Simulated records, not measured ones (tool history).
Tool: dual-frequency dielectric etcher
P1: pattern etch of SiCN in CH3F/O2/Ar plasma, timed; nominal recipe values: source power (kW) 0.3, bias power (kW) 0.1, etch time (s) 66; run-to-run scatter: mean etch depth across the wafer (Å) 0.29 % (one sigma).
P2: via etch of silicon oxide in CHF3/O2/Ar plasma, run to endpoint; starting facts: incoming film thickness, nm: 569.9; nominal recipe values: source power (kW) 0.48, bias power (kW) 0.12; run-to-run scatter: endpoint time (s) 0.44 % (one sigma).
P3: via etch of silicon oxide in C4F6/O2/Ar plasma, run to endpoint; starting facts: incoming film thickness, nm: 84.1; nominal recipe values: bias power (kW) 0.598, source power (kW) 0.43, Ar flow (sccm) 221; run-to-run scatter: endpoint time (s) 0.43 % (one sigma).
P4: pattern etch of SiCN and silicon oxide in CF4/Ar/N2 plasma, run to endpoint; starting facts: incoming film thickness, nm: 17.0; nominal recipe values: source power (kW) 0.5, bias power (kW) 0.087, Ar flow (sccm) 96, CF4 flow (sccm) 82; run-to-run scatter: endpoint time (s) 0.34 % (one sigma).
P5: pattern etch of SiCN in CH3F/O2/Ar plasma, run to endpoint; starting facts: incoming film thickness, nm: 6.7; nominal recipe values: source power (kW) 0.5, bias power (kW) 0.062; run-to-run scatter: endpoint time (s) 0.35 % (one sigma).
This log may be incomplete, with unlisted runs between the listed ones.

| run | hour | process that ran | source power (kW) | bias power (kW) | etch time (s) | Ar flow (sccm) | CF4 flow (sccm) | hours since the last wet clean | hours since the last source power generator calibration | hours since the last bias power generator calibration | mean etch depth across the wafer (Å) | endpoint time (s) |
|---|---|---|---|---|---|---|---|---|---|---|---|---|
| 1 | 7.2 | P1 | 0.3 | 0.1 | 66 |  |  | 146.7 | 1357.7 | 1170.5 | 251.88 |  |
| 2 | 19.2 | P4 | 0.5 | 0.087 |  | 96 | 111 | 158.7 | 1369.7 | 1182.5 |  | 15.358 |
| 3 | 28.6 | P1 | 0.19 | 0.118 | 66 |  |  | 168.1 | 1379.1 | 1191.9 | 226.58 |  |
| 4 | 39 | P5 | 0.39 | 0.062 |  |  |  | 178.5 | 1389.5 | 1202.3 |  | 19.42 |
| 5 | 49.4 | P2 | 0.48 | 0.12 |  |  |  | 188.9 | 1399.9 | 1212.7 |  | 356.83 |
| 6 | 59.9 | P1 | 0.3 | 0.1 | 36.5 |  |  | 199.4 | 1410.4 | 1223.2 | 138.92 |  |
| 7 | 66.2 | P1 | 0.3 | 0.1 | 89.5 |  |  | 205.7 | 1416.7 | 1229.5 | 341.3 |  |
| 8 | 74.7 | P3 | 0.43 | 0.826 |  | 221 |  | 214.2 | 1425.2 | 1238 |  | 14.194 |
| 9 | 84.3 | P2 | 0.33 | 0.12 |  |  |  | 223.8 | 1434.8 | 1247.6 |  | 414.75 |
| 10 | 97.6 | P4 | 0.38 | 0.087 |  | 96 | 82 | 237.1 | 1448.1 | 1260.9 |  | 20.263 |
| 11 | 109.2 | P3 | 0.43 | 0.598 |  | 287 |  | 248.7 | 1459.7 | 1272.5 |  | 16.652 |
| 12 | 118.8 | P3 | 0.43 | 0.598 |  | 221 |  | 258.3 | 1469.3 | 1282.1 |  | 16.128 |
| 13 | 131.2 | P3 | 0.43 | 0.598 |  | 221 |  | 270.7 | 1481.7 | 1294.5 |  | 16.242 |
| 14 | 137.7 | P1 | 0.3 | 0.12 | 66 |  |  | 277.2 | 1488.2 | 1301 | 270.53 |  |
| 15 | 146.4 | P4 | 0.5 | 0.087 |  | 96 | 82 | 285.9 | 1496.9 | 1309.7 |  | 15.954 |
| 16 | 157.3 | P1 | 0.3 | 0.1 | 66 |  |  | 296.8 | 1507.8 | 1320.6 | 250.2 |  |
| 17 | 165.5 | P1 | 0.39 | 0.1 | 66 |  |  | 305 | 1516 | 1328.8 | 277.41 |  |
| 18 | 176.6 | P4 | 0.5 | 0.065 |  | 96 | 82 | 316.1 | 1527.1 | 1339.9 |  | 17.635 |
| 19 | 189.2 | P5 | 0.5 | 0.083 |  |  |  | 328.7 | 1539.7 | 1352.5 |  | 16.024 |
| 20 | 202.3 | P1 | 0.3 | 0.078 | 66 |  |  | 341.8 | 1552.8 | 1365.6 | 228.46 |  |
| 21 | 212.8 | P1 | 0.21 | 0.1 | 66 |  |  | 352.3 | 1563.3 | 1376.1 | 220.64 |  |
| 22 | 225.9 | P1 | 0.36 | 0.1 | 37 |  |  | 365.4 | 1576.4 | 1389.2 | 150.66 |  |
| 23 | 236.8 | P4 | 0.5 | 0.087 |  | 117 | 82 | 376.3 | 1587.3 | 1400.1 |  | 16.482 |
| 24 | 244.5 | P1 | 0.3 | 0.1 | 66 |  |  | 384 | 1595 | 1407.8 | 252.74 |  |
| 25 | 251.3 | P2 | 0.48 | 0.152 |  |  |  | 390.8 | 1601.8 | 1414.6 |  | 328.8 |
| 26 | 258 | P5 | 0.5 | 0.062 |  |  |  | 397.5 | 1608.5 | 1421.3 |  | 17.748 |
| 27 | 271.2 | P1 | 0.3 | 0.1 | 66 |  |  | 410.7 | 1621.7 | 1434.5 | 250.58 |  |
| 28 | 280.7 | P2 | 0.48 | 0.12 |  |  |  | 420.2 | 1631.2 | 1444 |  | 357.78 |
| 29 | 293.8 | P1 | 0.3 | 0.1 | 66 |  |  | 433.3 | 1644.3 | 1457.1 | 250.71 |  |
| 30 | 303.4 | P3 | 0.27 | 0.598 |  | 221 |  | 442.9 | 1653.9 | 1466.7 |  | 19.194 |
| 31 | 310.1 | P1 | 0.3 | 0.1 | 66 |  |  | 449.6 | 1660.6 | 1473.4 | 250.46 |  |
| 32 | 323.7 | P1 | 0.3 | 0.1 | 66 |  |  | 463.2 | 1674.2 | 1487 | 253.47 |  |
| 33 | 334.7 | P1 | 0.3 | 0.1 | 66 |  |  | 474.2 | 1685.2 | 1498 | 253.67 |  |
| 34 | 342.3 | P1 | 0.3 | 0.1 | 66 |  |  | 481.8 | 1692.8 | 1505.6 | 253.18 |  |
| 35 | 355.8 | P1 | 0.3 | 0.1 | 66 |  |  | 495.3 | 1706.3 | 1519.1 | 256.13 |  |
| 36 | 362 | P1 | 0.3 | 0.1 | 66 |  |  | 501.5 | 1712.5 | 1525.3 | 255.33 |  |
| 37 | 368.7 | P1 | 0.3 | 0.1 | 66 |  |  | 508.2 | 1719.2 | 1532 | 253.88 |  |
|  | 377.1 | wet clean of the chamber |
| 38 | 382.6 | P1 | 0.3 | 0.1 | 66 |  |  | 5.5 | 1733.1 | 1545.9 | 254.92 |  |
| 39 | 391.9 | P1 | 0.3 | 0.1 | 66 |  |  | 14.8 | 1742.4 | 1555.2 | 255.39 |  |
| 40 | 406 | P1 | 0.3 | 0.1 | 66 |  |  | 28.9 | 1756.5 | 1569.3 | 255.35 |  |

Expected results for the next run?
| 41 | 414.8 | P1 | 0.3 | 0.1 | 66 |  |  | 37.7 | 1765.3 | 1578.1 | ? |  |

Run 41 measured mean etch depth across the wafer (Å) 254.89.

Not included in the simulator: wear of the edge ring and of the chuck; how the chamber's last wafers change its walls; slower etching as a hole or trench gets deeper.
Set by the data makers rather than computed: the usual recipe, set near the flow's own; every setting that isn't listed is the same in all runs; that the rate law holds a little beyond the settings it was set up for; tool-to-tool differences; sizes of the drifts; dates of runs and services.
